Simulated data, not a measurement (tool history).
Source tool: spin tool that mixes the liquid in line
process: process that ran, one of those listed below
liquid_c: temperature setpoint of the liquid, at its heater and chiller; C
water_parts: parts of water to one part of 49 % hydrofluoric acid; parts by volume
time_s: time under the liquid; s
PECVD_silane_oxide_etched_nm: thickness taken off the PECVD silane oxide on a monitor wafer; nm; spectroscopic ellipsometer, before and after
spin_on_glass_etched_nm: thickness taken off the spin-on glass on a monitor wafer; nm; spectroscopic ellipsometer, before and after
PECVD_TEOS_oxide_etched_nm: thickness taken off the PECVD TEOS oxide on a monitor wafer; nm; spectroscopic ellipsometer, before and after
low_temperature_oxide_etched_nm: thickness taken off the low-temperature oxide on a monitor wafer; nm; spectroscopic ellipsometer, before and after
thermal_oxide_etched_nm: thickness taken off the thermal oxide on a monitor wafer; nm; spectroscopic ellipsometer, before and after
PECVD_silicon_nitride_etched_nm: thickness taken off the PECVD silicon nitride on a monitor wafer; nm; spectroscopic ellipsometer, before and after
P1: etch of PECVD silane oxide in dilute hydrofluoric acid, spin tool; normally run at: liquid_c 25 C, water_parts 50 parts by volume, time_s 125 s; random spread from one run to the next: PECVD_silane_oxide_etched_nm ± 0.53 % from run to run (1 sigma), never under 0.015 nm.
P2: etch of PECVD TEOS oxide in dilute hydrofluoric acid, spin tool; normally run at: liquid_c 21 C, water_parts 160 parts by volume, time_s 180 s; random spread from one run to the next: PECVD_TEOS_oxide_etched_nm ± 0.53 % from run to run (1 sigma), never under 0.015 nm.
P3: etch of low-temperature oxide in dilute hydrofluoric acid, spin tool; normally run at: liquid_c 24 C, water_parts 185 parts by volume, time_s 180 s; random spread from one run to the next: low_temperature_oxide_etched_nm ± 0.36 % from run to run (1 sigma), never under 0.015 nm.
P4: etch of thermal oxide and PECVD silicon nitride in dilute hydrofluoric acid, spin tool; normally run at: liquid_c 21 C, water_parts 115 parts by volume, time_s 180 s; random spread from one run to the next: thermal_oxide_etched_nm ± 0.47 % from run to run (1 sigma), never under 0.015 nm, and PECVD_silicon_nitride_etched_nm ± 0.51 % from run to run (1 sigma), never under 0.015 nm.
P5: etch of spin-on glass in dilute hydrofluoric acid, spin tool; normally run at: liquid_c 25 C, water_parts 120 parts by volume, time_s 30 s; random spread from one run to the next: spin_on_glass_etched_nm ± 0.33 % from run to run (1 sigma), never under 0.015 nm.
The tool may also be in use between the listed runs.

run,hour,process,liquid_c,water_parts,time_s,hours since the thermometer was replaced,hours since the hydrofluoric acid flow meter was replaced,PECVD_silane_oxide_etched_nm,spin_on_glass_etched_nm,PECVD_TEOS_oxide_etched_nm,low_temperature_oxide_etched_nm,thermal_oxide_etched_nm,PECVD_silicon_nitride_etched_nm
1,17,P1,25,50,125,708,694.3,59.015,,,,,
2,30.2,P5,25,120,30,721.2,707.5,,11.714,,,,
3,43.6,P5,25,120,30,734.6,720.9,,11.618,,,,
4,56.4,P5,18,120,30,747.4,733.7,,8.8156,,,,
5,64.7,P2,21,160,65,755.7,742,,,3.2647,,,
6,75.6,P3,24,40,180,766.6,752.9,,,,143,,
7,92.2,P1,25,85,40,783.2,769.5,10.527,,,,,
8,102.7,P1,25,50,195,793.7,780,90.91,,,,,
9,115.7,P4,25,115,180,806.7,793,,,,,7.6546,5.9637
10,131.1,P1,25,50,125,822.1,808.4,58.93,,,,,
11,141.5,P2,21,160,180,832.5,818.8,,,9.1105,,,
12,151.1,P1,25,50,55,842.1,828.4,25.824,,,,,
13,167.6,P3,24,185,180,858.6,844.9,,,,25.938,,
14,182.6,P1,25,50,125,873.6,859.9,57.991,,,,,
15,190.9,P1,25,50,125,881.9,868.2,58.731,,,,,
16,202.2,P1,25,50,125,893.2,879.5,59.235,,,,,
17,214.9,P2,17,160,180,905.9,892.2,,,7.6741,,,
18,229.4,P1,25,75,125,920.4,906.7,37.709,,,,,
19,243.4,P3,17,185,180,934.4,920.7,,,,19.706,,
20,256.1,P5,25,120,15,947.1,933.4,,5.8276,,,,
21,265.5,P1,25,30,20,956.5,942.8,16.044,,,,,
22,274.3,P4,21,115,180,965.3,951.6,,,,,6.5471,4.6215
23,282.6,P1,25,30,125,973.6,959.9,100.77,,,,,
24,297.2,P3,24,185,345,988.2,974.5,,,,49.497,,
25,312,P2,21,55,180,1003,989.3,,,29.655,,,
26,321.4,P1,20,50,125,1012.4,998.7,48.164,,,,,
27,329.3,P4,21,35,180,1020.3,1006.6,,,,,23.714,14.791
28,342.7,P5,25,215,30,1033.7,1020,,5.8287,,,,
29,352.8,P1,31,50,125,1043.8,1030.1,75.844,,,,,
30,360.1,P4,21,115,285,1051.1,1037.4,,,,,10.437,7.2759
31,373.4,P1,25,50,125,1064.4,1050.7,59.101,,,,,
32,390.3,P1,25,50,125,1081.3,1067.6,60.992,,,,,
33,399.2,P1,25,50,125,1090.2,1076.5,61.638,,,,,
34,412.7,P1,25,50,125,1103.7,1090,61.613,,,,,
35,420.4,P1,25,50,125,1111.4,1097.7,61.849,,,,,
36,434.4,P1,25,50,125,1125.4,1111.7,62.874,,,,,
37,446.6,P1,25,50,125,1137.6,1123.9,62.788,,,,,
38,455.3,P1,25,50,125,1146.3,1132.6,63.548,,,,,
39,468.6,P1,25,50,125,1159.6,1145.9,63.635,,,,,
40,483.9,P1,25,50,125,1174.9,1161.2,63.658,,,,,
41,492,P1,25,50,125,1183,1169.3,63.506,,,,,
42,507.2,P1,25,50,125,1198.2,1184.5,63.772,,,,,

What P1 gives has crept off from where it sat before. The 2 causes that follow fit the log equally well, each at the size noted:
A: liquid hotter than its thermometer reads (K) = 1.93
B: hydrofluoric acid flow above the setpoint (%) = 7.58
Creep in the process output first set in at about hour 373.4.

Which of the 4 check runs listed below separates the causes, so that each cause would produce a clearly different result? Each run uses one wafer, and its results are marked with question marks.
check 1,522.4,P2,21,55,75,,,,,?,,,
check 2,522.4,P5,18,120,30,,,,?,,,,
check 3,522.4,P4,21,115,270,,,,,,,?,?
check 4,522.4,P3,24,50,295,,,,,,?,,

Check results expected under each cause:
check,result,if A,if B
check 1,PECVD_TEOS_oxide_etched_nm,13.437,13.404
check 2,spin_on_glass_etched_nm,9.5272,9.5547
check 3,thermal_oxide_etched_nm,10.632,10.686
check 3,PECVD_silicon_nitride_etched_nm,7.8876,7.4503
check 4,low_temperature_oxide_etched_nm,199.57,199.34
Distance between the nearest two causes, measured in the result of the check that separates them most: check 1 0.25 %; check 2 0.29 %; check 3 5.7 %; check 4 0.11 %
Only check 3 tells the causes apart: in the others they would give nearly the same result.

After running check 3, the following was obtained: thermal_oxide_etched_nm 10.671 nm; PECVD_silicon_nitride_etched_nm 7.4934 nm. Which cause does this point to?

It was cause B: hydrofluoric acid flow above the setpoint (%).
